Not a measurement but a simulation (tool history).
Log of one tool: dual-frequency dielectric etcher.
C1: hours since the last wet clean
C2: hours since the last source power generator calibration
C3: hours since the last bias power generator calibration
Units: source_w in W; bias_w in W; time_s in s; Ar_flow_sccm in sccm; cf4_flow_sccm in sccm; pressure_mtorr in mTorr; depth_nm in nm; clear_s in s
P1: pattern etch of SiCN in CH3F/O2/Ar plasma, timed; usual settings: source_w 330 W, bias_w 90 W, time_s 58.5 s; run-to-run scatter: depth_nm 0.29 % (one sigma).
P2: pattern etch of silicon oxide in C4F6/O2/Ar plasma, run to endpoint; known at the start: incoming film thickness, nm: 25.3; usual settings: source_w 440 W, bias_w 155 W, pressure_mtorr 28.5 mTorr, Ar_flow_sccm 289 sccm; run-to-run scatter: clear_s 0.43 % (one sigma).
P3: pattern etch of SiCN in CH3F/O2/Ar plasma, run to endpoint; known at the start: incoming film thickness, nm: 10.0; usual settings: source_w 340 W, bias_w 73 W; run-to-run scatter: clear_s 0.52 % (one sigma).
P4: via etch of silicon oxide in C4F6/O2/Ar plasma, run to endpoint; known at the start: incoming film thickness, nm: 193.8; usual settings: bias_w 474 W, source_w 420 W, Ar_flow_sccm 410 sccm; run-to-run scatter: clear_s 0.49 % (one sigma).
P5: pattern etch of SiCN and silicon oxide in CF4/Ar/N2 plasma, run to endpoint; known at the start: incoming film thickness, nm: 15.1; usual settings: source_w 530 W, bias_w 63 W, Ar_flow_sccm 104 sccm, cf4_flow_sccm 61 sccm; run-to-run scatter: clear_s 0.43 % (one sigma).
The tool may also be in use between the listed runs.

{"run": 1, "hour": 7.1, "process": "P1", "source_w": 330, "bias_w": 90, "time_s": 58.5, "C1": 146.2, "C2": 2651.6, "C3": 1357.3, "depth_nm": 22.05}
{"run": 2, "hour": 16.1, "process": "P4", "source_w": 420, "bias_w": 474, "Ar_flow_sccm": 324, "C1": 155.2, "C2": 2660.6, "C3": 1366.3, "clear_s": 44.077}
{"run": 3, "hour": 24.9, "process": "P3", "source_w": 240, "bias_w": 73, "C1": 164.0, "C2": 2669.4, "C3": 1375.1, "clear_s": 31.55}
{"run": 4, "hour": 35.2, "process": "P1", "source_w": 330, "bias_w": 90, "time_s": 58.5, "C1": 174.3, "C2": 2679.7, "C3": 1385.4, "depth_nm": 22.166}
{"run": 5, "hour": 46.2, "process": "P3", "source_w": 340, "bias_w": 73, "C1": 185.3, "C2": 2690.7, "C3": 1396.4, "clear_s": 27.83}
{"run": 6, "hour": 56.4, "process": "P1", "source_w": 330, "bias_w": 90, "time_s": 58.5, "C1": 195.5, "C2": 2700.9, "C3": 1406.6, "depth_nm": 22.057}
{"run": 7, "hour": 63.4, "process": "P1", "source_w": 220, "bias_w": 90, "time_s": 58.5, "C1": 202.5, "C2": 2707.9, "C3": 1413.6, "depth_nm": 19.139}
{"hour": 72.6, "done": "wet clean of the chamber"}
{"run": 8, "hour": 74.6, "process": "P1", "source_w": 330, "bias_w": 90, "time_s": 58.5, "C1": 2.0, "C2": 2719.1, "C3": 1424.8, "depth_nm": 22.15}
{"run": 9, "hour": 85.4, "process": "P4", "source_w": 560, "bias_w": 474, "Ar_flow_sccm": 410, "C1": 12.8, "C2": 2729.9, "C3": 1435.6, "clear_s": 40.775}
{"run": 10, "hour": 94.8, "process": "P5", "source_w": 530, "bias_w": 86, "Ar_flow_sccm": 104, "cf4_flow_sccm": 61, "C1": 22.2, "C2": 2739.3, "C3": 1445.0, "clear_s": 14.163}
{"run": 11, "hour": 105.3, "process": "P1", "source_w": 330, "bias_w": 117, "time_s": 78.5, "C1": 32.7, "C2": 2749.8, "C3": 1455.5, "depth_nm": 32.84}
{"run": 12, "hour": 117.3, "process": "P1", "source_w": 330, "bias_w": 62, "time_s": 58.5, "C1": 44.7, "C2": 2761.8, "C3": 1467.5, "depth_nm": 19.439}
{"run": 13, "hour": 124.7, "process": "P5", "source_w": 530, "bias_w": 63, "Ar_flow_sccm": 104, "cf4_flow_sccm": 82, "C1": 52.1, "C2": 2769.2, "C3": 1474.9, "clear_s": 15.218}
{"run": 14, "hour": 131.1, "process": "P1", "source_w": 430, "bias_w": 61, "time_s": 58.5, "C1": 58.5, "C2": 2775.6, "C3": 1481.3, "depth_nm": 21.273}
{"run": 15, "hour": 137.3, "process": "P5", "source_w": 530, "bias_w": 63, "Ar_flow_sccm": 104, "cf4_flow_sccm": 61, "C1": 64.7, "C2": 2781.8, "C3": 1487.5, "clear_s": 15.844}
{"run": 16, "hour": 145.0, "process": "P1", "source_w": 330, "bias_w": 108, "time_s": 58.5, "C1": 72.4, "C2": 2789.5, "C3": 1495.2, "depth_nm": 23.739}
{"run": 17, "hour": 156.7, "process": "P1", "source_w": 450, "bias_w": 90, "time_s": 58.5, "C1": 84.1, "C2": 2801.2, "C3": 1506.9, "depth_nm": 24.921}
{"run": 18, "hour": 163.8, "process": "P2", "source_w": 440, "bias_w": 155, "Ar_flow_sccm": 289, "pressure_mtorr": 28.5, "C1": 91.2, "C2": 2808.3, "C3": 1514.0, "clear_s": 8.216}
{"run": 19, "hour": 170.8, "process": "P4", "source_w": 420, "bias_w": 474, "Ar_flow_sccm": 410, "C1": 98.2, "C2": 2815.3, "C3": 1521.0, "clear_s": 45.27}
{"run": 20, "hour": 178.6, "process": "P3", "source_w": 340, "bias_w": 44, "C1": 106.0, "C2": 2823.1, "C3": 1528.8, "clear_s": 33.025}
{"run": 21, "hour": 192.1, "process": "P2", "source_w": 440, "bias_w": 155, "Ar_flow_sccm": 289, "pressure_mtorr": 28.5, "C1": 119.5, "C2": 2836.6, "C3": 1542.3, "clear_s": 8.2782}
{"run": 22, "hour": 203.0, "process": "P1", "source_w": 330, "bias_w": 90, "time_s": 83.0, "C1": 130.4, "C2": 2847.5, "C3": 1553.2, "depth_nm": 31.351}
{"run": 23, "hour": 212.2, "process": "P1", "source_w": 330, "bias_w": 90, "time_s": 58.5, "C1": 139.6, "C2": 2856.7, "C3": 1562.4, "depth_nm": 22.124}
{"run": 24, "hour": 221.8, "process": "P2", "source_w": 440, "bias_w": 117, "Ar_flow_sccm": 289, "pressure_mtorr": 28.5, "C1": 149.2, "C2": 2866.3, "C3": 1572.0, "clear_s": 8.9225}

Run 25 comes next. What will it give?
{"run": 25, "hour": 233.6, "process": "P4", "source_w": 420, "bias_w": 380, "Ar_flow_sccm": 410, "C1": 161.0, "C2": 2878.1, "C3": 1583.8, "clear_s": "?"}

Run 25 gave clear_s 48.7620 s.
